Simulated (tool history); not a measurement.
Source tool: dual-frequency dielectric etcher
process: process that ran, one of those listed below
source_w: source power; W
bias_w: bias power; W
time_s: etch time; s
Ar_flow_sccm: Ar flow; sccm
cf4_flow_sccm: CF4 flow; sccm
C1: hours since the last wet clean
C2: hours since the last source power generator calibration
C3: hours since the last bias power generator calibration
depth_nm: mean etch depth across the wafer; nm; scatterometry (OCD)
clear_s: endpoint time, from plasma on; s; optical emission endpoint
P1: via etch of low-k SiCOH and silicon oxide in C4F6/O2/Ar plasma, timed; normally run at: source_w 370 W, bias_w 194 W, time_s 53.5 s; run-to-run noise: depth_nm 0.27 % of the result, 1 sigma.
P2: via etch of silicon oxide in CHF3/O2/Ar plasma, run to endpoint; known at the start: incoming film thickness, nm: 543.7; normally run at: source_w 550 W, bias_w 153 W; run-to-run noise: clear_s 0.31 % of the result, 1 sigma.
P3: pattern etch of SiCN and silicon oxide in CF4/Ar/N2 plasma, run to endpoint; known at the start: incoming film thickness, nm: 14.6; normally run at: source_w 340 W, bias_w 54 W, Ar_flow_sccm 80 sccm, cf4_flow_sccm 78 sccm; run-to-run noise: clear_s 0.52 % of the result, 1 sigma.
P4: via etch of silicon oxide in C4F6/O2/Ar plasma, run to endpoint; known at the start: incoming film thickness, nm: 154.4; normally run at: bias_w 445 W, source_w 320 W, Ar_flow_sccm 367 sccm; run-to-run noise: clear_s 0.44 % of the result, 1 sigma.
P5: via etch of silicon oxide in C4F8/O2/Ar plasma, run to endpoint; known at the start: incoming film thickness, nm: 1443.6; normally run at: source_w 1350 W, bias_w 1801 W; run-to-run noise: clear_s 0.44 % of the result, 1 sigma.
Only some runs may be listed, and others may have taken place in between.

Run 1, hour 15.3: process P1, source_w 370 W, bias_w 194 W, time_s 53.5 s; C1 225.4; C2 2130.5; C3 674.5. Result: depth_nm 126.300 nm.
Run 2, hour 28.6: process P1, source_w 370 W, bias_w 194 W, time_s 53.5 s; C1 238.7; C2 2143.8; C3 687.8. Result: depth_nm 126.800 nm.
Run 3, hour 38.4: process P1, source_w 370 W, bias_w 244 W, time_s 53.5 s; C1 248.5; C2 2153.6; C3 697.6. Result: depth_nm 136.630 nm.
Run 4, hour 51.6: process P3, source_w 340 W, bias_w 54 W, Ar_flow_sccm 112 sccm, cf4_flow_sccm 78 sccm; C1 261.7; C2 2166.8; C3 710.8. Result: clear_s 24.171 s.
Run 5, hour 64.8: process P5, source_w 870 W, bias_w 1801 W; C1 274.9; C2 2180.0; C3 724.0. Result: clear_s 418.160 s.
Run 6, hour 80.7: process P1, source_w 260 W, bias_w 194 W, time_s 53.5 s; C1 290.8; C2 2195.9; C3 739.9. Result: depth_nm 110.740 nm.
Run 7, hour 94.8: process P1, source_w 370 W, bias_w 194 W, time_s 53.5 s; C1 304.9; C2 2210.0; C3 754.0. Result: depth_nm 126.860 nm.
Run 8, hour 104.9: process P2, source_w 550 W, bias_w 111 W; C1 315.0; C2 2220.1; C3 764.1. Result: clear_s 330.370 s.
Run 9, hour 113.2: process P2, source_w 400 W, bias_w 153 W; C1 323.3; C2 2228.4; C3 772.4. Result: clear_s 338.500 s.
Run 10, hour 120.8: process P1, source_w 370 W, bias_w 194 W, time_s 41.5 s; C1 330.9; C2 2236.0; C3 780.0. Result: depth_nm 98.737 nm.
Run 11, hour 130.5: process P1, source_w 480 W, bias_w 194 W, time_s 53.5 s; C1 340.6; C2 2245.7; C3 789.7. Result: depth_nm 140.040 nm.
Run 12, hour 138.7: process P5, source_w 1350 W, bias_w 1801 W; C1 348.8; C2 2253.9; C3 797.9. Result: clear_s 348.810 s.
Run 13, hour 146.8: process P5, source_w 1350 W, bias_w 1801 W; C1 356.9; C2 2262.0; C3 806.0. Result: clear_s 350.660 s.
Run 14, hour 159.7: process P4, source_w 190 W, bias_w 445 W, Ar_flow_sccm 367 sccm; C1 369.8; C2 2274.9; C3 818.9. Result: clear_s 50.386 s.
Run 15, hour 167.3: process P4, source_w 320 W, bias_w 445 W, Ar_flow_sccm 367 sccm; C1 377.4; C2 2282.5; C3 826.5. Result: clear_s 41.706 s.
Run 16, hour 183.6: process P1, source_w 370 W, bias_w 194 W, time_s 53.5 s; C1 393.7; C2 2298.8; C3 842.8. Result: depth_nm 127.220 nm.
Run 17, hour 198.8: process P5, source_w 1350 W, bias_w 1403 W; C1 408.9; C2 2314.0; C3 858.0. Result: clear_s 373.680 s.
Run 18, hour 213.3: process P1, source_w 480 W, bias_w 238 W, time_s 53.5 s; C1 423.4; C2 2328.5; C3 872.5. Result: depth_nm 149.630 nm.
Run 19, hour 223.5: process P1, source_w 370 W, bias_w 128 W, time_s 43.0 s; C1 433.6; C2 2338.7; C3 882.7. Result: depth_nm 89.851 nm.
Run 20, hour 232.5: process P3, source_w 450 W, bias_w 54 W, Ar_flow_sccm 80 sccm, cf4_flow_sccm 78 sccm; C1 442.6; C2 2347.7; C3 891.7. Result: clear_s 17.695 s.
Run 21, hour 247.0: process P1, source_w 370 W, bias_w 194 W, time_s 53.5 s; C1 457.1; C2 2362.2; C3 906.2. Result: depth_nm 127.030 nm.
Run 22, hour 258.6: process P1, source_w 370 W, bias_w 194 W, time_s 53.5 s; C1 468.7; C2 2373.8; C3 917.8. Result: depth_nm 127.140 nm.
Run 23, hour 270.9: process P1, source_w 370 W, bias_w 194 W, time_s 53.5 s; C1 481.0; C2 2386.1; C3 930.1. Result: depth_nm 126.430 nm.
Run 24, hour 278.6: process P3, source_w 340 W, bias_w 75 W, Ar_flow_sccm 80 sccm, cf4_flow_sccm 78 sccm; C1 488.7; C2 2393.8; C3 937.8. Result: clear_s 20.590 s.
Run 25, hour 292.9: process P4, source_w 320 W, bias_w 445 W, Ar_flow_sccm 367 sccm; C1 503.0; C2 2408.1; C3 952.1. Result: clear_s 41.461 s.
Run 26, hour 300.5: process P2, source_w 550 W, bias_w 153 W; C1 510.6; C2 2415.7; C3 959.7. Result: clear_s 298.170 s.
Run 27, hour 309.7: process P1, source_w 370 W, bias_w 156 W, time_s 53.5 s; C1 519.8; C2 2424.9; C3 968.9. Result: depth_nm 118.840 nm.
Run 28, hour 320.0: process P3, source_w 340 W, bias_w 54 W, Ar_flow_sccm 80 sccm, cf4_flow_sccm 78 sccm; C1 530.1; C2 2435.2; C3 979.2. Result: clear_s 22.934 s.
Run 29, hour 333.8: process P1, source_w 240 W, bias_w 194 W, time_s 73.5 s; C1 543.9; C2 2449.0; C3 993.0. Result: depth_nm 147.690 nm.
Run 30, hour 342.7: process P2, source_w 550 W, bias_w 153 W; C1 552.8; C2 2457.9; C3 1001.9. Result: clear_s 300.070 s.

Run 31, settings as shown, results not yet in. Your forecast:
Run 31, hour 357.3: process P4, source_w 320 W, bias_w 360 W, Ar_flow_sccm 367 sccm; C1 567.4; C2 2472.5; C3 1016.5. Result: clear_s ?.

clear_s: 44.575 s

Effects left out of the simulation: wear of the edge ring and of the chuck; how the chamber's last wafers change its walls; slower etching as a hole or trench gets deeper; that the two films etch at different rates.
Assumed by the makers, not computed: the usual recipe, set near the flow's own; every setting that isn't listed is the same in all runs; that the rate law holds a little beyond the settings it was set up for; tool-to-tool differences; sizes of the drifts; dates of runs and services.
